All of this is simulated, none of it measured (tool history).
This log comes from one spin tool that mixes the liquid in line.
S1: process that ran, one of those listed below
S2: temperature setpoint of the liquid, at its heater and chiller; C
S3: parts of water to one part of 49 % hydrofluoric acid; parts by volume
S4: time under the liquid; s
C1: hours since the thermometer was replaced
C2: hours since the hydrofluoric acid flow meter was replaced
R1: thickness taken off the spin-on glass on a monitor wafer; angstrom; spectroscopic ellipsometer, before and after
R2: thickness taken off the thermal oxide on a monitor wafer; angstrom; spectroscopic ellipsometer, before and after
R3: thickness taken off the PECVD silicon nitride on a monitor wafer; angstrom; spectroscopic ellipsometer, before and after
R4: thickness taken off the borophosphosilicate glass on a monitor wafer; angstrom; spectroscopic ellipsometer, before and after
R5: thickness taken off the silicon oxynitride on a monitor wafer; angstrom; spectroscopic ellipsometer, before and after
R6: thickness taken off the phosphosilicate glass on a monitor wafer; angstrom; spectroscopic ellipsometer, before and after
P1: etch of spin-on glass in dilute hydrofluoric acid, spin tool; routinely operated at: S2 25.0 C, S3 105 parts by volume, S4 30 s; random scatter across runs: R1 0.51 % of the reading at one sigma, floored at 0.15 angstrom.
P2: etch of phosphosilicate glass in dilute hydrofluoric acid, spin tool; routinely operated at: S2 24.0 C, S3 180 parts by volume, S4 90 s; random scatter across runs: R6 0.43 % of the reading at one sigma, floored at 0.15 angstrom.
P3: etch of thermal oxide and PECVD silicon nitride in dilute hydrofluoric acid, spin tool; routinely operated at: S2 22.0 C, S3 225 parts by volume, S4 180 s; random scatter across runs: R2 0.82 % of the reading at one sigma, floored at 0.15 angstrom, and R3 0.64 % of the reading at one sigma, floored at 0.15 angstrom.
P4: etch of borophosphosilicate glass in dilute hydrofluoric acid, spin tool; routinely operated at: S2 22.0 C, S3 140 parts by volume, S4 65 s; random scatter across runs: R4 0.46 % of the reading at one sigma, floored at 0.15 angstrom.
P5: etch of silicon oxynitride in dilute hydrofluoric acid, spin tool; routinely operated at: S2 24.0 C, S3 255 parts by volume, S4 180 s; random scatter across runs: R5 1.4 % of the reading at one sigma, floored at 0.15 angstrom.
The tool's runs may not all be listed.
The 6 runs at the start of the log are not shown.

{"run": 7, "hour": 63.3, "S1": "P1", "S2": 25.0, "S3": 30, "S4": 30, "C1": 317.1, "C2": 645.8, "R1": 425.79}
{"run": 8, "hour": 69.2, "S1": "P1", "S2": 25.0, "S3": 105, "S4": 30, "C1": 323.0, "C2": 651.7, "R1": 110.58}
{"run": 9, "hour": 81.1, "S1": "P4", "S2": 22.0, "S3": 45, "S4": 65, "C1": 334.9, "C2": 663.6, "R4": 640.27}
{"run": 10, "hour": 89.2, "S1": "P1", "S2": 25.0, "S3": 105, "S4": 30, "C1": 343.0, "C2": 671.7, "R1": 110.06}
{"run": 11, "hour": 95.0, "S1": "P5", "S2": 24.0, "S3": 255, "S4": 180, "C1": 348.8, "C2": 677.5, "R5": 18.38}
{"run": 12, "hour": 104.9, "S1": "P3", "S2": 22.0, "S3": 55, "S4": 180, "C1": 358.7, "C2": 687.4, "R2": 152.47, "R3": 142.27}
{"run": 13, "hour": 113.0, "S1": "P5", "S2": 24.0, "S3": 255, "S4": 270, "C1": 366.8, "C2": 695.5, "R5": 28.496}
{"run": 14, "hour": 121.8, "S1": "P1", "S2": 25.0, "S3": 180, "S4": 30, "C1": 375.6, "C2": 704.3, "R1": 59.176}
{"run": 15, "hour": 128.2, "S1": "P1", "S2": 32.5, "S3": 105, "S4": 45, "C1": 382.0, "C2": 710.7, "R1": 219.51}
{"run": 16, "hour": 134.3, "S1": "P3", "S2": 22.0, "S3": 225, "S4": 180, "C1": 388.1, "C2": 716.8, "R2": 30.469, "R3": 36.031}
{"run": 17, "hour": 142.8, "S1": "P3", "S2": 22.0, "S3": 225, "S4": 180, "C1": 396.6, "C2": 725.3, "R2": 31.324, "R3": 35.922}
{"run": 18, "hour": 149.7, "S1": "P2", "S2": 24.0, "S3": 180, "S4": 40, "C1": 403.5, "C2": 732.2, "R6": 219.43}
{"run": 19, "hour": 156.3, "S1": "P1", "S2": 25.0, "S3": 105, "S4": 60, "C1": 410.1, "C2": 738.8, "R1": 219.39}
{"run": 20, "hour": 164.8, "S1": "P4", "S2": 22.0, "S3": 140, "S4": 20, "C1": 418.6, "C2": 747.3, "R4": 55.897}
{"run": 21, "hour": 171.3, "S1": "P2", "S2": 24.0, "S3": 180, "S4": 90, "C1": 425.1, "C2": 753.8, "R6": 495.37}
{"run": 22, "hour": 179.7, "S1": "P3", "S2": 30.0, "S3": 225, "S4": 180, "C1": 433.5, "C2": 762.2, "R2": 41.396, "R3": 58.05}
{"run": 23, "hour": 186.3, "S1": "P5", "S2": 17.0, "S3": 255, "S4": 180, "C1": 440.1, "C2": 768.8, "R5": 13.933}
{"run": 24, "hour": 193.8, "S1": "P5", "S2": 24.0, "S3": 60, "S4": 180, "C1": 447.6, "C2": 776.3, "R5": 91.513}
{"run": 25, "hour": 205.5, "S1": "P1", "S2": 25.0, "S3": 35, "S4": 45, "C1": 459.3, "C2": 788.0, "R1": 542.86}
{"run": 26, "hour": 216.6, "S1": "P2", "S2": 24.0, "S3": 180, "S4": 90, "C1": 470.4, "C2": 799.1, "R6": 494.86}
{"run": 27, "hour": 225.6, "S1": "P2", "S2": 24.0, "S3": 295, "S4": 90, "C1": 479.4, "C2": 808.1, "R6": 265.96}

Estimate the outcome of run 28 from the log above:
{"hour": 230.3, "done": "thermometer replaced"}
{"run": 28, "hour": 237.7, "S1": "P4", "S2": 22.0, "S3": 140, "S4": 65, "C1": 7.4, "C2": 820.2, "R4": "?"}

{"run 28": {"R4": 182.59}}
